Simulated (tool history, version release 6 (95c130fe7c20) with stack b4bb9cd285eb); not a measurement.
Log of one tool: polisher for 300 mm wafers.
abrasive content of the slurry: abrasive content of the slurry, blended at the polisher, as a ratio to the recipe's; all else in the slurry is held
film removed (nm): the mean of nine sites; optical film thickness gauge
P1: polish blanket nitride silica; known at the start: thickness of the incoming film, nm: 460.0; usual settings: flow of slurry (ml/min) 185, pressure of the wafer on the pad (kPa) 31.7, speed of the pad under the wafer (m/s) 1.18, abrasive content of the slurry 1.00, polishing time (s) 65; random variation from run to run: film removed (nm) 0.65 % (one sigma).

| run | hour | flow of slurry (ml/min) | pressure of the wafer on the pad (kPa) | speed of the pad under the wafer (m/s) | abrasive content of the slurry | polishing time (s) | wafers polished on this pad | hours since the slurry nozzle was cleaned | hours since the head pressure was calibrated | hours since the slurry blender was calibrated | hours since the conditioning disc was replaced | film removed (nm) |
|---|---|---|---|---|---|---|---|---|---|---|---|---|
| 1 | 13.1 | 185 | 31.7 | 1.18 | 1.00 | 65 | 769 | 59.7 | 721.7 | 48.0 | 216.7 | 58.056 |
| 2 | 20.3 | 185 | 31.7 | 1.18 | 1.00 | 97 | 826 | 66.9 | 728.9 | 55.2 | 223.9 | 85.735 |
| 3 | 30.1 | 185 | 31.7 | 0.66 | 1.00 | 84 | 903 | 76.7 | 738.7 | 65.0 | 233.7 | 47.218 |
|  | 42.1 | conditioning disc replaced and pad reconditioned |
| 4 | 44.0 | 280 | 31.7 | 1.18 | 1.00 | 65 | 1013 | 90.6 | 752.6 | 78.9 | 1.9 | 60.260 |
| 5 | 56.9 | 185 | 31.7 | 1.18 | 1.00 | 36 | 1115 | 103.5 | 765.5 | 91.8 | 14.8 | 32.112 |
| 6 | 64.2 | 185 | 31.7 | 0.54 | 1.00 | 65 | 1173 | 110.8 | 772.8 | 99.1 | 22.1 | 30.650 |
| 7 | 79.5 | 110 | 31.7 | 1.18 | 1.00 | 65 | 1294 | 126.1 | 788.1 | 114.4 | 37.4 | 52.435 |
| 8 | 93.7 | 185 | 47.6 | 1.18 | 1.00 | 65 | 1406 | 140.3 | 802.3 | 128.6 | 51.6 | 87.015 |
| 9 | 107.1 | 185 | 31.7 | 1.18 | 1.00 | 65 | 1512 | 153.7 | 815.7 | 142.0 | 65.0 | 58.123 |
| 10 | 121.3 | 185 | 31.7 | 1.18 | 0.65 | 65 | 1624 | 167.9 | 829.9 | 156.2 | 79.2 | 46.097 |
| 11 | 134.1 | 185 | 31.7 | 1.18 | 1.00 | 65 | 1726 | 180.7 | 842.7 | 169.0 | 92.0 | 57.807 |
| 12 | 146.3 | 185 | 15.9 | 1.18 | 1.00 | 65 | 1822 | 192.9 | 854.9 | 181.2 | 104.2 | 28.717 |
| 13 | 161.2 | 185 | 31.7 | 1.18 | 1.00 | 65 | 1940 | 207.8 | 869.8 | 196.1 | 119.1 | 58.063 |
| 14 | 175.7 | 185 | 31.7 | 1.18 | 1.00 | 65 | 2055 | 222.3 | 884.3 | 210.6 | 133.6 | 57.992 |
| 15 | 186.6 | 185 | 31.7 | 1.18 | 1.20 | 65 | 2141 | 233.2 | 895.2 | 221.5 | 144.5 | 62.454 |
| 16 | 200.6 | 185 | 31.7 | 1.70 | 1.00 | 65 | 2252 | 247.2 | 909.2 | 235.5 | 158.5 | 78.230 |
| 17 | 208.1 | 185 | 31.7 | 1.18 | 1.00 | 65 | 2311 | 254.7 | 916.7 | 243.0 | 166.0 | 57.705 |
| 18 | 219.5 | 110 | 31.7 | 1.18 | 1.00 | 48 | 2401 | 266.1 | 928.1 | 254.4 | 177.4 | 38.756 |
| 19 | 231.4 | 185 | 31.7 | 1.18 | 1.00 | 65 | 2495 | 278.0 | 940.0 | 266.3 | 189.3 | 58.593 |
| 20 | 238.6 | 185 | 31.7 | 1.18 | 1.00 | 65 | 2552 | 285.2 | 947.2 | 273.5 | 196.5 | 55.920 |
| 21 | 248.7 | 185 | 31.7 | 1.18 | 1.00 | 65 | 2632 | 295.3 | 957.3 | 283.6 | 206.6 | 55.040 |
|  | 261.2 | worn pad replaced by a new one |
| 22 | 263.0 | 185 | 31.7 | 1.18 | 1.00 | 65 | 15 | 309.6 | 971.6 | 297.9 | 220.9 | 53.724 |
|  | 272.5 | conditioning disc replaced and pad reconditioned |
| 23 | 275.6 | 185 | 31.7 | 1.18 | 1.00 | 65 | 114 | 322.2 | 984.2 | 310.5 | 3.1 | 53.169 |
|  | 282.5 | slurry blender recalibrated |
| 24 | 283.9 | 185 | 31.7 | 1.18 | 1.00 | 65 | 180 | 330.5 | 992.5 | 1.5 | 11.4 | 53.038 |
| 25 | 292.6 | 185 | 31.7 | 1.18 | 1.00 | 65 | 249 | 339.2 | 1001.2 | 10.2 | 20.1 | 52.790 |
| 26 | 301.5 | 185 | 31.7 | 1.18 | 1.00 | 65 | 319 | 348.1 | 1010.1 | 19.1 | 29.0 | 53.137 |
| 27 | 308.5 | 185 | 31.7 | 1.18 | 1.00 | 65 | 374 | 355.1 | 1017.1 | 26.1 | 36.0 | 52.555 |

What P1 gives has crept away from where it was. These 2 causes fit the log equally well, each at the size given:
A: head's pressure below its setpoint, % = 8.61
B: slurry flow missing at the pad, % = 39.5
The creep began at about hour 231.4.
Why every other cause is out:
removal rate lost through wear of the pad, %: serviced at hour 261.2, which brought nothing back
abrasive missing from the slurry, %: serviced at hour 282.5, which brought nothing back
time polished since the conditioner stopped cutting, s: serviced at hour 272.5, which brought nothing back

4 check runs are offered, each on 5 wafers whose results are averaged, their results left as question marks. Which one tells the causes apart?
| check 1 | 315.5 | 185 | 23.4 | 1.18 | 1.00 | 88 |  |  |  |  |  | ? |
| check 2 | 315.5 | 260 | 31.7 | 1.18 | 1.00 | 82 |  |  |  |  |  | ? |
| check 3 | 315.5 | 185 | 31.7 | 0.54 | 1.00 | 65 |  |  |  |  |  | ? |
| check 4 | 315.5 | 185 | 31.7 | 1.68 | 1.00 | 65 |  |  |  |  |  | ? |

What each check would give under each cause:
| check | result | if A | if B |
|---|---|---|---|
| check 1 | film removed (nm) | 52.920 | 52.917 |
| check 2 | film removed (nm) | 69.508 | 71.223 |
| check 3 | film removed (nm) | 28.297 | 28.295 |
| check 4 | film removed (nm) | 70.157 | 70.153 |
How far apart the two closest causes lie, in the result that separates them most: check 1 0.01 %; check 2 2.44 %; check 3 0.01 %; check 4 0.01 %
Only check 2 tells the causes apart: in the others they would give nearly the same result.

Check 2 was then run and gave: film removed (nm) 69.271. Which cause is it?

It is A: head's pressure below its setpoint, %.
